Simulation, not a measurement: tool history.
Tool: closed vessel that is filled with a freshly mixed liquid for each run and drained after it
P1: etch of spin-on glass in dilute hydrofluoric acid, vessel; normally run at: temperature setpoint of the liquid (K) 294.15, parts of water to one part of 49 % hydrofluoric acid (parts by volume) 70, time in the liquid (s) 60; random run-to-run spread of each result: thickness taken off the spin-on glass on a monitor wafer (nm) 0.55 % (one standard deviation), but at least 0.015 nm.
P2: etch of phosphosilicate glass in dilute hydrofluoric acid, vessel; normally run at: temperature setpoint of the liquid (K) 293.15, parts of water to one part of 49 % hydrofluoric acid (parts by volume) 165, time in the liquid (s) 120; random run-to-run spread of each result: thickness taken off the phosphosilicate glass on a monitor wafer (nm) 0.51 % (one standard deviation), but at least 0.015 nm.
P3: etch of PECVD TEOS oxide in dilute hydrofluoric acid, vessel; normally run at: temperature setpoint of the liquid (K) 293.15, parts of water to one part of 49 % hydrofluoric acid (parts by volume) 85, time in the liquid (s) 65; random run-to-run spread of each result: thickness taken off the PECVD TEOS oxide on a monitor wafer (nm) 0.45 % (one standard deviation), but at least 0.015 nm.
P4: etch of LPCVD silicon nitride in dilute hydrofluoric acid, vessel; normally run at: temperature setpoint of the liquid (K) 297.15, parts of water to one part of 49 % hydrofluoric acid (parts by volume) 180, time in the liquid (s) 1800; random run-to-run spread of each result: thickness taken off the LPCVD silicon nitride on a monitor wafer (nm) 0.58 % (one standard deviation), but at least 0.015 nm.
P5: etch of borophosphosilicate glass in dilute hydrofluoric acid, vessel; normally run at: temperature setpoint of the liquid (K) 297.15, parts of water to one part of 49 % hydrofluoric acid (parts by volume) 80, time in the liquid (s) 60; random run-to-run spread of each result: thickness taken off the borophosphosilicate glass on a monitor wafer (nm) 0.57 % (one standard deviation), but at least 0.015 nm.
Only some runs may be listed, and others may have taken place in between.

| run | hour | process that ran | temperature setpoint of the liquid (K) | parts of water to one part of 49 % hydrofluoric acid (parts by volume) | time in the liquid (s) | hours since the thermometer was replaced | hours since the hydrofluoric acid flow meter was replaced | thickness taken off the spin-on glass on a monitor wafer (nm) | thickness taken off the phosphosilicate glass on a monitor wafer (nm) | thickness taken off the LPCVD silicon nitride on a monitor wafer (nm) | thickness taken off the PECVD TEOS oxide on a monitor wafer (nm) | thickness taken off the borophosphosilicate glass on a monitor wafer (nm) |
|---|---|---|---|---|---|---|---|---|---|---|---|---|
| 1 | 9.3 | P1 | 294.15 | 70 | 60 | 731.6 | 584.2 | 50.776 |  |  |  |  |
| 2 | 21.5 | P2 | 293.15 | 260 | 120 | 743.8 | 596.4 |  | 29.079 |  |  |  |
| 3 | 33.6 | P4 | 290.15 | 180 | 1800 | 755.9 | 608.5 |  |  | 3.1648 |  |  |
| 4 | 46.9 | P3 | 299.15 | 85 | 65 | 769.2 | 621.8 |  |  |  | 9.3246 |  |
| 5 | 60.2 | P1 | 294.15 | 70 | 60 | 782.5 | 635.1 | 50.550 |  |  |  |  |
| 6 | 76.1 | P4 | 297.15 | 180 | 1800 | 798.4 | 651.0 |  |  | 4.9816 |  |  |
| 7 | 86.5 | P5 | 297.15 | 80 | 95 | 808.8 | 661.4 |  |  |  |  | 83.206 |
| 8 | 95.3 | P3 | 293.15 | 50 | 65 | 817.6 | 670.2 |  |  |  | 12.8720 |  |
| 9 | 103.5 | P2 | 293.15 | 165 | 35 | 825.8 | 678.4 |  | 14.814 |  |  |  |
| 10 | 114.1 | P1 | 294.15 | 70 | 60 | 836.4 | 689.0 | 50.093 |  |  |  |  |
| 11 | 125.4 | P4 | 297.15 | 180 | 3465 | 847.7 | 700.3 |  |  | 9.6364 |  |  |
| 12 | 136.6 | P4 | 297.15 | 30 | 1800 | 858.9 | 711.5 |  |  | 29.0150 |  |  |
| 13 | 149.7 | P1 | 294.15 | 70 | 60 | 872.0 | 724.6 | 50.478 |  |  |  |  |
| 14 | 162.3 | P1 | 294.15 | 95 | 60 | 884.6 | 737.2 | 36.406 |  |  |  |  |
| 15 | 180.0 | P1 | 294.15 | 35 | 60 | 902.3 | 754.9 | 104.880 |  |  |  |  |
| 16 | 198.1 | P1 | 301.15 | 70 | 60 | 920.4 | 773.0 | 66.762 |  |  |  |  |
| 17 | 215.0 | P1 | 290.15 | 70 | 60 | 937.3 | 789.9 | 42.811 |  |  |  |  |
| 18 | 231.9 | P2 | 298.65 | 165 | 120 | 954.2 | 806.8 |  | 62.417 |  |  |  |
| 19 | 240.2 | P1 | 294.15 | 70 | 30 | 962.5 | 815.1 | 25.091 |  |  |  |  |
| 20 | 249.5 | P3 | 293.15 | 85 | 115 | 971.8 | 824.4 |  |  |  | 12.8540 |  |
| 21 | 262.1 | P1 | 290.15 | 105 | 60 | 984.4 | 837.0 | 27.310 |  |  |  |  |
| 22 | 272.3 | P1 | 294.15 | 70 | 60 | 994.6 | 847.2 | 50.591 |  |  |  |  |
| 23 | 285.7 | P4 | 297.15 | 180 | 1800 | 1008.0 | 860.6 |  |  | 4.9850 |  |  |
| 24 | 303.7 | P1 | 294.15 | 70 | 115 | 1026.0 | 878.6 | 97.447 |  |  |  |  |
| 25 | 316.3 | P5 | 290.15 | 80 | 60 | 1038.6 | 891.2 |  |  |  |  | 39.073 |
| 26 | 326.6 | P2 | 293.15 | 165 | 120 | 1048.9 | 901.5 |  | 50.393 |  |  |  |
| 27 | 341.7 | P1 | 294.15 | 70 | 60 | 1064.0 | 916.6 | 50.554 |  |  |  |  |
| 28 | 350.6 | P5 | 297.15 | 80 | 60 | 1072.9 | 925.5 |  |  |  |  | 51.918 |
| 29 | 367.2 | P5 | 297.15 | 30 | 60 | 1089.5 | 942.1 |  |  |  |  | 150.950 |
| 30 | 383.9 | P3 | 293.15 | 85 | 65 | 1106.2 | 958.8 |  |  |  | 7.2834 |  |
| 31 | 397.2 | P1 | 294.15 | 70 | 60 | 1119.5 | 972.1 | 50.444 |  |  |  |  |
| 32 | 405.3 | P1 | 294.15 | 70 | 60 | 1127.6 | 980.2 | 51.288 |  |  |  |  |
| 33 | 421.9 | P1 | 294.15 | 70 | 60 | 1144.2 | 996.8 | 51.739 |  |  |  |  |
| 34 | 431.1 | P1 | 294.15 | 70 | 60 | 1153.4 | 1006.0 | 52.190 |  |  |  |  |
| 35 | 445.1 | P1 | 294.15 | 70 | 60 | 1167.4 | 1020.0 | 52.664 |  |  |  |  |
| 36 | 459.5 | P1 | 294.15 | 70 | 60 | 1181.8 | 1034.4 | 53.280 |  |  |  |  |
| 37 | 474.4 | P1 | 294.15 | 70 | 60 | 1196.7 | 1049.3 | 53.863 |  |  |  |  |
| 38 | 490.1 | P1 | 294.15 | 70 | 60 | 1212.4 | 1065.0 | 53.754 |  |  |  |  |
| 39 | 500.8 | P1 | 294.15 | 70 | 60 | 1223.1 | 1075.7 | 53.340 |  |  |  |  |
| 40 | 513.3 | P1 | 294.15 | 70 | 60 | 1235.6 | 1088.2 | 53.990 |  |  |  |  |
| 41 | 530.3 | P1 | 294.15 | 70 | 60 | 1252.6 | 1105.2 | 53.932 |  |  |  |  |
| 42 | 543.4 | P1 | 294.15 | 70 | 60 | 1265.7 | 1118.3 | 53.563 |  |  |  |  |

The log shows P1 creeping away from where it was. Any of the 2 causes listed here, at the size stated for it, fits the log just as well as the others:
A: hydrofluoric acid flow above the setpoint (%) = 6.02
B: liquid hotter than its thermometer reads (K) = 1.54
At approximately hour 397.2, the process output began to creep.

Each of the 4 check runs below uses one wafer; its results are left as question marks. Which run tells the causes apart?
| check 1 | 556.5 | P5 | 290.65 | 80 | 60 |  |  |  |  |  |  | ? |
| check 2 | 556.5 | P2 | 297.65 | 165 | 120 |  |  |  | ? |  |  |  |
| check 3 | 556.5 | P4 | 291.15 | 40 | 1800 |  |  |  |  | ? |  |  |
| check 4 | 556.5 | P3 | 293.15 | 55 | 65 |  |  |  |  |  | ? |  |

Expected result of each check under each candidate cause:
| check | result | if A | if B |
|---|---|---|---|
| check 1 | thickness taken off the borophosphosilicate glass on a monitor wafer (nm) | 42.652 | 42.723 |
| check 2 | thickness taken off the phosphosilicate glass on a monitor wafer (nm) | 64.464 | 63.717 |
| check 3 | thickness taken off the LPCVD silicon nitride on a monitor wafer (nm) | 15.4360 | 16.2600 |
| check 4 | thickness taken off the PECVD TEOS oxide on a monitor wafer (nm) | 12.4400 | 12.4730 |
Gap, in per cent, between the two causes that each check separates least, read from the result that separates them most: check 1 0.17 %; check 2 1.17 %; check 3 5.2 %; check 4 0.26 %
Of the check runs offered, only check 3 discriminates between the causes; the rest would read about the same regardless of which cause applies.

Check 3 has now been run. It gave: thickness taken off the LPCVD silicon nitride on a monitor wafer (nm) 15.4080. Which of the candidate causes is it?

It is A: hydrofluoric acid flow above the setpoint (%).
